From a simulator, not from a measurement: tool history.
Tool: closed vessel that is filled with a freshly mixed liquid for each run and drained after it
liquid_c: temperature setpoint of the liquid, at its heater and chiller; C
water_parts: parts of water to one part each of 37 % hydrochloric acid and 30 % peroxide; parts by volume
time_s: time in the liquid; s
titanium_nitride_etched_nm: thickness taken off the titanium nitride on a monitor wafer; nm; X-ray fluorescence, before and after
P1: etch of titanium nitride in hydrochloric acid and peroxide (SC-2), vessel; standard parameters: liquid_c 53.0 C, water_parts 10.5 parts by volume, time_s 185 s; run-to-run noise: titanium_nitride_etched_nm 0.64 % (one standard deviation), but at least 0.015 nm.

| run | day | liquid_c | water_parts | time_s | hours since the thermometer was replaced | hours since the chemicals flow meter was replaced | hours since the drum of peroxide was connected | titanium_nitride_etched_nm |
|---|---|---|---|---|---|---|---|---|
| 1 | 0.688 | 53.0 | 10.5 | 185 | 863.9 | 427.7 | 575.0 | 4.71840 |
| 2 | 1.458 | 40.0 | 10.5 | 105 | 882.4 | 446.2 | 593.5 | 1.10350 |
| 3 | 1.900 | 53.0 | 10.5 | 185 | 893.0 | 456.8 | 604.1 | 4.74010 |
| 4 | 2.438 | 46.0 | 6.5 | 185 | 905.9 | 469.7 | 617.0 | 4.34280 |
| 5 | 3.217 | 53.0 | 10.5 | 335 | 924.6 | 488.4 | 635.7 | 8.56880 |
| 6 | 3.829 | 41.5 | 10.5 | 185 | 939.3 | 503.1 | 650.4 | 2.17220 |
| 7 | 4.396 | 53.0 | 10.5 | 35 | 952.9 | 516.7 | 664.0 | 0.89789 |
| 8 | 5.129 | 53.0 | 10.5 | 185 | 970.5 | 534.3 | 681.6 | 4.72350 |
| 9 | 5.846 | 61.0 | 10.5 | 185 | 987.7 | 551.5 | 698.8 | 7.88240 |
| 10 | 6.608 | 53.0 | 17.5 | 185 | 1006.0 | 569.8 | 717.1 | 3.05850 |
|  | 6.725 | chemicals flow meter replaced |
| 11 | 7.008 | 53.0 | 10.5 | 185 | 1015.6 | 6.9 | 726.7 | 4.73230 |
| 12 | 7.792 | 53.0 | 4.0 | 185 | 1034.4 | 25.7 | 745.5 | 9.76330 |
|  | 8.217 | new drum of peroxide connected |
| 13 | 8.267 | 53.0 | 10.5 | 185 | 1045.8 | 37.1 | 1.2 | 4.64710 |
| 14 | 8.767 | 53.0 | 10.5 | 185 | 1057.8 | 49.1 | 13.2 | 4.64520 |
| 15 | 9.450 | 53.0 | 13.5 | 70 | 1074.2 | 65.5 | 29.6 | 1.45260 |
| 16 | 9.967 | 53.0 | 10.5 | 185 | 1086.6 | 77.9 | 42.0 | 4.66290 |
| 17 | 10.596 | 53.0 | 10.5 | 185 | 1101.7 | 93.0 | 57.1 | 4.59780 |
| 18 | 11.158 | 53.0 | 10.5 | 185 | 1115.2 | 106.5 | 70.6 | 4.51140 |
| 19 | 11.712 | 53.0 | 10.5 | 185 | 1128.5 | 119.8 | 83.9 | 4.50820 |
| 20 | 12.225 | 53.0 | 10.5 | 185 | 1140.8 | 132.1 | 96.2 | 4.39150 |
| 21 | 12.938 | 53.0 | 10.5 | 185 | 1157.9 | 149.2 | 113.3 | 4.35250 |
| 22 | 13.604 | 53.0 | 10.5 | 185 | 1173.9 | 165.2 | 129.3 | 4.42530 |
|  | 14.321 | new drum of peroxide connected |
| 23 | 14.383 | 53.0 | 10.5 | 185 | 1192.6 | 183.9 | 1.6 | 4.36630 |
| 24 | 14.975 | 53.0 | 10.5 | 185 | 1206.8 | 198.1 | 15.8 | 4.33600 |
| 25 | 15.354 | 53.0 | 10.5 | 185 | 1215.9 | 207.2 | 24.9 | 4.27080 |
| 26 | 16.038 | 53.0 | 10.5 | 185 | 1232.3 | 223.6 | 41.3 | 4.28720 |
| 27 | 16.400 | 53.0 | 10.5 | 185 | 1241.0 | 232.3 | 50.0 | 4.30700 |

The output of P1 has drifted from where it used to be. Each of the 2 causes below, taken at the size shown beside it, accounts for the log equally well:
A: chemicals flow below the setpoint (%) = 9.44
B: liquid colder than its thermometer reads (K) = 1.28
The process output started creeping at around day 9.967.
All other causes, with the reason each is excluded:
peroxide weaker than its label (%): serviced after onset, at day 14.321, with no recovery of the prior output

Each of the check runs listed below is run on 5 wafers and reports their average, with the results left as question marks. Pick the one under which the possible causes would lead to clearly different results.
| check 1 | 16.762 | 53.0 | 17.0 | 330 |  |  |  | ? |
| check 2 | 16.762 | 41.5 | 4.0 | 185 |  |  |  | ? |
| check 3 | 16.762 | 45.0 | 10.5 | 185 |  |  |  | ? |
| check 4 | 16.762 | 46.5 | 17.0 | 185 |  |  |  | ? |

Expected result of each check under each candidate cause:
| check | result | if A | if B |
|---|---|---|---|
| check 1 | titanium_nitride_etched_nm | 5.05190 | 5.07750 |
| check 2 | titanium_nitride_etched_nm | 4.20150 | 4.10510 |
| check 3 | titanium_nitride_etched_nm | 2.52970 | 2.51860 |
| check 4 | titanium_nitride_etched_nm | 1.83480 | 1.83770 |
Minimum pairwise separation of causes per check, each pair taken at its best-separating result: check 1 0.51 %; check 2 2.32 %; check 3 0.44 %; check 4 0.16 %
Only in check 2 would the causes give clearly different results; in the remaining checks their results would be nearly the same.

Check 2 was carried out, with these results: titanium_nitride_etched_nm 4.22990 nm. Which of the listed causes is responsible?

A is the cause: chemicals flow below the setpoint (%).
